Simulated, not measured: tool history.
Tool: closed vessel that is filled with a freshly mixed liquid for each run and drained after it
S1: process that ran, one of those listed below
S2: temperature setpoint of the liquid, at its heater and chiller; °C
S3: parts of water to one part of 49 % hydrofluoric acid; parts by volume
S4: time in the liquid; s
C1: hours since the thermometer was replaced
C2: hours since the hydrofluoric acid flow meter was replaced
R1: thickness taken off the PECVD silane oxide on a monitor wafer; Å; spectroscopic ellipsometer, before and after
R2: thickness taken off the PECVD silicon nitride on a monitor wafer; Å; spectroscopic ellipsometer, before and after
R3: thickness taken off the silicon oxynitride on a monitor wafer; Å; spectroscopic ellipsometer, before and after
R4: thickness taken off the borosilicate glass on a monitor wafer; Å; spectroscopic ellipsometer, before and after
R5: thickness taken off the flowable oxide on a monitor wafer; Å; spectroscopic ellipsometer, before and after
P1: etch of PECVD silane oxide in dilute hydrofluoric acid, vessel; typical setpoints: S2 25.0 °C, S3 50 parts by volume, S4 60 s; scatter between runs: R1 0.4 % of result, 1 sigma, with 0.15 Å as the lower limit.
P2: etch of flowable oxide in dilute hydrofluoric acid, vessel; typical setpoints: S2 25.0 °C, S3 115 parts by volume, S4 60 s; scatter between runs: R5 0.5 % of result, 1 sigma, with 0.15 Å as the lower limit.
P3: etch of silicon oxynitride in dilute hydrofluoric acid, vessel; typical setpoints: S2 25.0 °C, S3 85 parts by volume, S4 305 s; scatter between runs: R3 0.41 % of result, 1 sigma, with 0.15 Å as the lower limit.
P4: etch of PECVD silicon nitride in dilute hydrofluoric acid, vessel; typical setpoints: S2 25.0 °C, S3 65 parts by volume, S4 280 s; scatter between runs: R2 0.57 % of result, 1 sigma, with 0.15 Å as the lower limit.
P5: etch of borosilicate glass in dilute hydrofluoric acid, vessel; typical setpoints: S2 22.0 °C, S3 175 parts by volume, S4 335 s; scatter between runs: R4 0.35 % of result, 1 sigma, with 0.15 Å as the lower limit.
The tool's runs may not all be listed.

| run | hour | S1 | S2 | S3 | S4 | C1 | C2 | R1 | R2 | R3 | R4 | R5 |
|---|---|---|---|---|---|---|---|---|---|---|---|---|
| 1 | 5.9 | P1 | 25.0 | 50 | 60 | 64.4 | 1146.6 | 537.89 |  |  |  |  |
| 2 | 13.8 | P4 | 33.0 | 65 | 280 | 72.3 | 1154.5 |  | 351.750 |  |  |  |
| 3 | 24.8 | P3 | 25.0 | 25 | 305 | 83.3 | 1165.5 |  |  | 351.6600 |  |  |
| 4 | 31.8 | P5 | 30.0 | 175 | 335 | 90.3 | 1172.5 |  |  |  | 358.610 |  |
| 5 | 38.4 | P5 | 22.0 | 175 | 335 | 96.9 | 1179.1 |  |  |  | 266.810 |  |
| 6 | 47.8 | P1 | 25.0 | 50 | 60 | 106.3 | 1188.5 | 538.33 |  |  |  |  |
| 7 | 58.8 | P1 | 25.0 | 50 | 30 | 117.3 | 1199.5 | 267.48 |  |  |  |  |
| 8 | 69.1 | P1 | 25.0 | 50 | 60 | 127.6 | 1209.8 | 540.01 |  |  |  |  |
| 9 | 75.4 | P4 | 25.0 | 65 | 280 | 133.9 | 1216.1 |  | 206.900 |  |  |  |
| 10 | 85.4 | P1 | 25.0 | 50 | 60 | 143.9 | 1226.1 | 538.59 |  |  |  |  |
| 11 | 94.1 | P2 | 25.0 | 115 | 60 | 152.6 | 1234.8 |  |  |  |  | 258.33 |
| 12 | 101.1 | P2 | 25.0 | 115 | 60 | 159.6 | 1241.8 |  |  |  |  | 258.77 |
| 13 | 112.9 | P1 | 25.0 | 75 | 115 | 171.4 | 1253.6 | 666.70 |  |  |  |  |
| 14 | 118.7 | P1 | 25.0 | 50 | 90 | 177.2 | 1259.4 | 813.78 |  |  |  |  |
| 15 | 130.8 | P5 | 22.0 | 85 | 335 | 189.3 | 1271.5 |  |  |  | 608.580 |  |
| 16 | 136.6 | P2 | 17.0 | 115 | 60 | 195.1 | 1277.3 |  |  |  |  | 186.93 |
| 17 | 143.4 | P2 | 25.0 | 115 | 105 | 201.9 | 1284.1 |  |  |  |  | 451.58 |
| 18 | 150.7 | P4 | 25.0 | 65 | 280 | 209.2 | 1291.4 |  | 208.690 |  |  |  |
| 19 | 158.9 | P3 | 25.0 | 85 | 305 | 217.4 | 1299.6 |  |  | 98.3860 |  |  |
| 20 | 170.1 | P4 | 25.0 | 100 | 280 | 228.6 | 1310.8 |  | 135.840 |  |  |  |
| 21 | 177.1 | P1 | 21.5 | 50 | 60 | 235.6 | 1317.8 | 467.24 |  |  |  |  |
| 22 | 184.7 | P5 | 22.0 | 175 | 110 | 243.2 | 1325.4 |  |  |  | 87.658 |  |
| 23 | 193.8 | P2 | 25.0 | 40 | 60 | 252.3 | 1334.5 |  |  |  |  | 818.32 |
| 24 | 205.9 | P1 | 25.0 | 50 | 60 | 264.4 | 1346.6 | 537.02 |  |  |  |  |
| 25 | 214.6 | P3 | 25.0 | 85 | 305 | 273.1 | 1355.3 |  |  | 97.5860 |  |  |
| 26 | 227.8 | P1 | 25.0 | 50 | 60 | 286.3 | 1368.5 | 540.71 |  |  |  |  |
| 27 | 239.9 | P1 | 33.0 | 50 | 60 | 298.4 | 1380.6 | 738.93 |  |  |  |  |
| 28 | 250.3 | P1 | 25.0 | 70 | 60 | 308.8 | 1391.0 | 374.41 |  |  |  |  |
| 29 | 256.4 | P3 | 18.5 | 85 | 305 | 314.9 | 1397.1 |  |  | 71.6210 |  |  |
| 30 | 263.7 | P4 | 25.0 | 65 | 125 | 322.2 | 1404.4 |  | 92.442 |  |  |  |
| 31 | 271.7 | P1 | 25.0 | 20 | 60 | 330.2 | 1412.4 | 1402.30 |  |  |  |  |
| 32 | 283.2 | P1 | 19.0 | 50 | 100 | 341.7 | 1423.9 | 696.20 |  |  |  |  |
| 33 | 292.9 | P5 | 22.0 | 175 | 335 | 351.4 | 1433.6 |  |  |  | 269.800 |  |
| 34 | 305.7 | P3 | 25.0 | 85 | 30 | 364.2 | 1446.4 |  |  | 9.8348 |  |  |
| 35 | 312.1 | P1 | 25.0 | 50 | 60 | 370.6 | 1452.8 | 540.31 |  |  |  |  |
| 36 | 325.4 | P1 | 25.0 | 50 | 60 | 383.9 | 1466.1 | 508.20 |  |  |  |  |
| 37 | 333.8 | P1 | 25.0 | 50 | 60 | 392.3 | 1474.5 | 503.16 |  |  |  |  |
| 38 | 340.6 | P1 | 25.0 | 50 | 60 | 399.1 | 1481.3 | 496.53 |  |  |  |  |
| 39 | 352.8 | P1 | 25.0 | 50 | 60 | 411.3 | 1493.5 | 490.29 |  |  |  |  |
| 40 | 361.7 | P1 | 25.0 | 50 | 60 | 420.2 | 1502.4 | 493.77 |  |  |  |  |
| 41 | 368.5 | P1 | 25.0 | 50 | 60 | 427.0 | 1509.2 | 490.44 |  |  |  |  |

Compared with where it was, what P1 gives has crept away. Each cause listed below fits the log as well as the rest, at the size given for it:
A: liquid colder than its thermometer reads (K) = 2.22
B: hydrofluoric acid flow below the setpoint (%) = 8.15
The process output started creeping at around hour 312.1.

Which of the 4 check runs listed below separates the causes, so that each cause would produce a clearly different result? Each run uses one wafer, and its results are marked with question marks.
| check 1 | 375.3 | P3 | 22.0 | 85 | 30 |  |  |  |  | ? |  |  |
| check 2 | 375.3 | P4 | 28.0 | 65 | 160 |  |  |  | ? |  |  |  |
| check 3 | 375.3 | P2 | 18.5 | 45 | 60 |  |  |  |  |  |  | ? |
| check 4 | 375.3 | P5 | 22.0 | 90 | 140 |  |  |  |  |  | ? |  |

What each check would give under each cause:
| check | result | if A | if B |
|---|---|---|---|
| check 1 | R3 | 7.5172 | 7.6521 |
| check 2 | R2 | 124.950 | 132.810 |
| check 3 | R5 | 497.19 | 500.67 |
| check 4 | R4 | 217.820 | 217.070 |
Separation of the two closest causes in each check, using whichever result separates them best: check 1 1.78 %; check 2 6.1 %; check 3 0.7 %; check 4 0.34 %
The other checks would show nearly matching results whichever cause is true, so check 2 is the only one that separates the causes.

Running check 2 produced the following: R2 124.350 Å. Which one of the listed causes fits?

It was cause A: liquid colder than its thermometer reads (K).
